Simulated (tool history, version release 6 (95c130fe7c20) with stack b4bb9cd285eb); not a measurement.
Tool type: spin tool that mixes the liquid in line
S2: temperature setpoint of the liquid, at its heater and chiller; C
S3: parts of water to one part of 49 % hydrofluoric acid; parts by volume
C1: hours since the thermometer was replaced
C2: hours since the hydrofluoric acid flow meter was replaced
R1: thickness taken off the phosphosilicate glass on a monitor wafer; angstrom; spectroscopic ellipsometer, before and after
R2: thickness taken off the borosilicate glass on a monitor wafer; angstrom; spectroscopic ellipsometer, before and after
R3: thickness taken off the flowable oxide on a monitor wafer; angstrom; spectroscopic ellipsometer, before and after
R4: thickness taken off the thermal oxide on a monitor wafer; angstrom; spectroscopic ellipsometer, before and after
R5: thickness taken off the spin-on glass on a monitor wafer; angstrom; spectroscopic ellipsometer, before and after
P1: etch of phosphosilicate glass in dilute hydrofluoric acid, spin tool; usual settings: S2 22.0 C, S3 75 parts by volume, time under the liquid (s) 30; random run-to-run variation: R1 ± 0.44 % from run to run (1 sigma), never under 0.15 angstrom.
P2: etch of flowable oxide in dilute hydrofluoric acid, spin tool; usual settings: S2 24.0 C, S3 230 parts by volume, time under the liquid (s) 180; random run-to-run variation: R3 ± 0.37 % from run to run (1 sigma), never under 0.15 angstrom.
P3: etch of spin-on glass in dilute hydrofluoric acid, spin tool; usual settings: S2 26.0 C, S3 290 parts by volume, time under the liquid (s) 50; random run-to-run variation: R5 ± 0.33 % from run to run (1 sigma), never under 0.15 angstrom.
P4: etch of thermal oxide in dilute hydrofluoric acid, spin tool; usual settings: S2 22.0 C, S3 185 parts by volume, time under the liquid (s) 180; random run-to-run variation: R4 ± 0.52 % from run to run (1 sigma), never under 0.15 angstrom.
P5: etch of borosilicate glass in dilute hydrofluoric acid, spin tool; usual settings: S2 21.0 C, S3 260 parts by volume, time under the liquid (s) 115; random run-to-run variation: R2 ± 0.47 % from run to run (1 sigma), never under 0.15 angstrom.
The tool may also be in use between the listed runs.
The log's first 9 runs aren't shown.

Run 10, day 6.388: process that ran P5, S2 17.0 C, S3 260 parts by volume, time under the liquid (s) 115; C1 913.8; C2 702.0. Result: R2 47.902 angstrom.
Run 11, day 6.746: process that ran P3, S2 26.0 C, S3 290 parts by volume, time under the liquid (s) 50; C1 922.4; C2 710.6. Result: R5 97.185 angstrom.
Run 12, day 7.146: process that ran P5, S2 21.0 C, S3 260 parts by volume, time under the liquid (s) 115; C1 932.0; C2 720.2. Result: R2 55.516 angstrom.
Run 13, day 7.812: process that ran P4, S2 22.0 C, S3 185 parts by volume, time under the liquid (s) 15; C1 948.0; C2 736.2. Result: R4 3.284 angstrom.
Run 14, day 8.579: process that ran P2, S2 28.0 C, S3 230 parts by volume, time under the liquid (s) 180; C1 966.4; C2 754.6. Result: R3 275.53 angstrom.
Run 15, day 9.121: process that ran P2, S2 24.0 C, S3 230 parts by volume, time under the liquid (s) 180; C1 979.4; C2 767.6. Result: R3 237.52 angstrom.
Run 16, day 9.654: process that ran P1, S2 17.0 C, S3 75 parts by volume, time under the liquid (s) 50; C1 992.2; C2 780.4. Result: R1 739.23 angstrom.
Run 17, day 10.429: process that ran P1, S2 30.0 C, S3 40 parts by volume, time under the liquid (s) 30; C1 1010.8; C2 799.0. Result: R1 1497.40 angstrom.
Run 18, day 10.962: process that ran P4, S2 22.0 C, S3 185 parts by volume, time under the liquid (s) 180; C1 1023.6; C2 811.8. Result: R4 38.399 angstrom.
Run 19, day 11.625: process that ran P1, S2 22.0 C, S3 105 parts by volume, time under the liquid (s) 30; C1 1039.5; C2 827.7. Result: R1 384.32 angstrom.
Run 20, day 12.317: process that ran P3, S2 33.5 C, S3 290 parts by volume, time under the liquid (s) 50; C1 1056.1; C2 844.3. Result: R5 123.980 angstrom.
Run 21, day 12.950: process that ran P1, S2 22.0 C, S3 75 parts by volume, time under the liquid (s) 15; C1 1071.3; C2 859.5. Result: R1 277.59 angstrom.
Run 22, day 13.621: process that ran P5, S2 21.0 C, S3 260 parts by volume, time under the liquid (s) 115; C1 1087.4; C2 875.6. Result: R2 55.885 angstrom.
Run 23, day 14.000: process that ran P3, S2 26.0 C, S3 140 parts by volume, time under the liquid (s) 50; C1 1096.5; C2 884.7. Result: R5 236.440 angstrom.
Run 24, day 14.508: process that ran P5, S2 21.0 C, S3 260 parts by volume, time under the liquid (s) 180; C1 1108.7; C2 896.9. Result: R2 88.074 angstrom.
Run 25, day 14.900: process that ran P4, S2 28.5 C, S3 185 parts by volume, time under the liquid (s) 180; C1 1118.1; C2 906.3. Result: R4 49.224 angstrom.
Run 26, day 15.621: process that ran P1, S2 22.0 C, S3 75 parts by volume, time under the liquid (s) 30; C1 1135.4; C2 923.6. Result: R1 552.45 angstrom.
Run 27, day 16.362: process that ran P2, S2 24.0 C, S3 230 parts by volume, time under the liquid (s) 300; C1 1153.2; C2 941.4. Result: R3 396.79 angstrom.
Run 28, day 16.750: process that ran P1, S2 22.0 C, S3 75 parts by volume, time under the liquid (s) 30; C1 1162.5; C2 950.7. Result: R1 553.03 angstrom.
Run 29, day 17.383: process that ran P3, S2 26.0 C, S3 290 parts by volume, time under the liquid (s) 50; C1 1177.7; C2 965.9. Result: R5 96.861 angstrom.
Run 30, day 17.792: process that ran P1, S2 26.0 C, S3 75 parts by volume, time under the liquid (s) 30; C1 1187.5; C2 975.7. Result: R1 654.45 angstrom.
Run 31, day 18.517: process that ran P1, S2 22.0 C, S3 20 parts by volume, time under the liquid (s) 30; C1 1204.9; C2 993.1. Result: R1 2218.30 angstrom.
Run 32, day 19.321: process that ran P1, S2 22.0 C, S3 75 parts by volume, time under the liquid (s) 30; C1 1224.2; C2 1012.4. Result: R1 555.64 angstrom.
Run 33, day 20.104: process that ran P1, S2 22.0 C, S3 75 parts by volume, time under the liquid (s) 30; C1 1243.0; C2 1031.2. Result: R1 554.64 angstrom.

Run 34, settings as shown, results not yet in. Your forecast:
Run 34, day 20.471: process that ran P1, S2 22.0 C, S3 75 parts by volume, time under the liquid (s) 30; C1 1251.8; C2 1040.0. Result: R1 ?.

R1: 554.61 angstrom

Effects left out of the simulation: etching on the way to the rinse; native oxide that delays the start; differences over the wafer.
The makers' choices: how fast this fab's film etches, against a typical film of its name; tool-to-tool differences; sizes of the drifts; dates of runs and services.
